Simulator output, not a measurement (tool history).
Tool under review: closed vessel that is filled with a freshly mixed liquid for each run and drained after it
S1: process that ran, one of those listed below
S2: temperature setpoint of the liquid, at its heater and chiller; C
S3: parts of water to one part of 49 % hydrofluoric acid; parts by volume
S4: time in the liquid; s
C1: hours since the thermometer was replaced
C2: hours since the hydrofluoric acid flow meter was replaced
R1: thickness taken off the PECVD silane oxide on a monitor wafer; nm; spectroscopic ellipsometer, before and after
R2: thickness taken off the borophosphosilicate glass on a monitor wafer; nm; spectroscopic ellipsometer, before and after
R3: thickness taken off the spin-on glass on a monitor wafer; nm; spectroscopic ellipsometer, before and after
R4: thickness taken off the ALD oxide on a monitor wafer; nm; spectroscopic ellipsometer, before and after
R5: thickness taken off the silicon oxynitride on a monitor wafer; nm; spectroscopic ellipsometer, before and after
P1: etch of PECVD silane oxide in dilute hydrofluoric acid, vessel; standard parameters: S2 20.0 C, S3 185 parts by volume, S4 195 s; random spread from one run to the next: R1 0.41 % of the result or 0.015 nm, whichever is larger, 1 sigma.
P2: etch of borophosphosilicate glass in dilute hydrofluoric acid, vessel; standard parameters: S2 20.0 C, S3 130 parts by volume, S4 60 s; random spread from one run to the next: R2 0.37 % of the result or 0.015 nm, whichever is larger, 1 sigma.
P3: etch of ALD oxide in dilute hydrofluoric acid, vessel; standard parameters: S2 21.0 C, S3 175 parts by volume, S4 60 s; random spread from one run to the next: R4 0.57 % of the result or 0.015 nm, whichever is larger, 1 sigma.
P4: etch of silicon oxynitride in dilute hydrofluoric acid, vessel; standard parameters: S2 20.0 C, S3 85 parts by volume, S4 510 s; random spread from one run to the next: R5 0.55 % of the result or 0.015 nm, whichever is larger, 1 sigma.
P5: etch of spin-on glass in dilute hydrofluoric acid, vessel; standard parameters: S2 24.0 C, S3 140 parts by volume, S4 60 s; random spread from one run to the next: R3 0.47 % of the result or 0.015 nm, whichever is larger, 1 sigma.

Run 1, day 0.267: S1 P1, S2 20.0 C, S3 185 parts by volume, S4 195 s; C1 460.7; C2 362.1. Result: R1 40.404 nm.
Run 2, day 0.442: S1 P1, S2 17.0 C, S3 185 parts by volume, S4 195 s; C1 464.9; C2 366.3. Result: R1 35.681 nm.
Run 3, day 0.588: S1 P2, S2 20.0 C, S3 210 parts by volume, S4 60 s; C1 468.4; C2 369.8. Result: R2 9.8128 nm.
Run 4, day 0.867: S1 P1, S2 20.0 C, S3 185 parts by volume, S4 305 s; C1 475.1; C2 376.5. Result: R1 63.032 nm.
Run 5, day 1.075: S1 P5, S2 24.0 C, S3 140 parts by volume, S4 30 s; C1 480.1; C2 381.5. Result: R3 7.6660 nm.
Run 6, day 1.254: S1 P3, S2 21.0 C, S3 105 parts by volume, S4 60 s; C1 484.4; C2 385.8. Result: R4 16.3150 nm.
Run 7, day 1.438: S1 P5, S2 17.0 C, S3 140 parts by volume, S4 60 s; C1 488.8; C2 390.2. Result: R3 11.6690 nm.
Run 8, day 1.588: S1 P1, S2 25.5 C, S3 185 parts by volume, S4 195 s; C1 492.4; C2 393.8. Result: R1 49.814 nm.
Run 9, day 1.775: S1 P1, S2 26.5 C, S3 315 parts by volume, S4 195 s; C1 496.9; C2 398.3. Result: R1 26.296 nm.
Run 10, day 2.000: S1 P3, S2 21.0 C, S3 175 parts by volume, S4 30 s; C1 502.3; C2 403.7. Result: R4 4.4623 nm.
Run 11, day 2.175: S1 P1, S2 20.0 C, S3 260 parts by volume, S4 195 s; C1 506.5; C2 407.9. Result: R1 26.735 nm.
Run 12, day 2.342: S1 P2, S2 20.0 C, S3 130 parts by volume, S4 60 s; C1 510.5; C2 411.9. Result: R2 17.1470 nm.
Run 13, day 2.558: S1 P1, S2 20.0 C, S3 55 parts by volume, S4 195 s; C1 515.7; C2 417.1. Result: R1 157.210 nm.
Run 14, day 2.854: S1 P4, S2 28.0 C, S3 85 parts by volume, S4 510 s; C1 522.8; C2 424.2. Result: R5 18.4450 nm.
Run 15, day 3.025: S1 P4, S2 20.0 C, S3 85 parts by volume, S4 260 s; C1 526.9; C2 428.3. Result: R5 6.4357 nm.
Run 16, day 3.162: S1 P2, S2 27.5 C, S3 130 parts by volume, S4 60 s; C1 530.2; C2 431.6. Result: R2 23.0160 nm.
Run 17, day 3.367: S1 P4, S2 20.0 C, S3 20 parts by volume, S4 510 s; C1 535.1; C2 436.5. Result: R5 55.5170 nm.
Run 18, day 3.538: S1 P5, S2 24.0 C, S3 230 parts by volume, S4 60 s; C1 539.2; C2 440.6. Result: R3 8.4727 nm.
Run 19, day 3.721: S1 P4, S2 20.0 C, S3 85 parts by volume, S4 510 s; C1 543.6; C2 445.0. Result: R5 12.5420 nm.
Run 20, day 3.996: S1 P3, S2 21.0 C, S3 175 parts by volume, S4 60 s; C1 550.2; C2 451.6. Result: R4 9.1684 nm.
Run 21, day 4.154: S1 P1, S2 20.0 C, S3 185 parts by volume, S4 195 s; C1 554.0; C2 455.4. Result: R1 40.121 nm.
Run 22, day 4.404: S1 P5, S2 24.0 C, S3 140 parts by volume, S4 60 s; C1 560.0; C2 461.4. Result: R3 15.2770 nm.
Run 23, day 4.704: S1 P2, S2 20.0 C, S3 130 parts by volume, S4 30 s; C1 567.2; C2 468.6. Result: R2 8.6489 nm.
Run 24, day 4.971: S1 P3, S2 17.0 C, S3 175 parts by volume, S4 60 s; C1 573.6; C2 475.0. Result: R4 7.7479 nm.
Run 25, day 5.192: S1 P1, S2 20.0 C, S3 185 parts by volume, S4 195 s; C1 578.9; C2 480.3. Result: R1 40.711 nm.
Run 26, day 5.417: S1 P1, S2 20.0 C, S3 185 parts by volume, S4 100 s; C1 584.3; C2 485.7. Result: R1 20.770 nm.
Run 27, day 5.554: S1 P1, S2 20.0 C, S3 185 parts by volume, S4 195 s; C1 587.6; C2 489.0. Result: R1 40.371 nm.
Run 28, day 5.829: S1 P1, S2 20.0 C, S3 185 parts by volume, S4 195 s; C1 594.2; C2 495.6. Result: R1 40.317 nm.
Run 29, day 6.138: S1 P1, S2 20.0 C, S3 185 parts by volume, S4 195 s; C1 601.6; C2 503.0. Result: R1 38.700 nm.
Run 30, day 6.329: S1 P1, S2 20.0 C, S3 185 parts by volume, S4 195 s; C1 606.2; C2 507.6. Result: R1 37.988 nm.
Run 31, day 6.496: S1 P1, S2 20.0 C, S3 185 parts by volume, S4 195 s; C1 610.2; C2 511.6. Result: R1 37.316 nm.
Run 32, day 6.775: S1 P1, S2 20.0 C, S3 185 parts by volume, S4 195 s; C1 616.9; C2 518.3. Result: R1 37.520 nm.
Run 33, day 7.062: S1 P1, S2 20.0 C, S3 185 parts by volume, S4 195 s; C1 623.8; C2 525.2. Result: R1 37.133 nm.
Run 34, day 7.204: S1 P1, S2 20.0 C, S3 185 parts by volume, S4 195 s; C1 627.2; C2 528.6. Result: R1 37.051 nm.
Run 35, day 7.462: S1 P1, S2 20.0 C, S3 185 parts by volume, S4 195 s; C1 633.4; C2 534.8. Result: R1 36.872 nm.

What does the tool deliver on the next run?
Run 36, day 7.650: S1 P1, S2 20.0 C, S3 185 parts by volume, S4 195 s; C1 637.9; C2 539.3. Result: R1 ?.

R1: 36.843 nm

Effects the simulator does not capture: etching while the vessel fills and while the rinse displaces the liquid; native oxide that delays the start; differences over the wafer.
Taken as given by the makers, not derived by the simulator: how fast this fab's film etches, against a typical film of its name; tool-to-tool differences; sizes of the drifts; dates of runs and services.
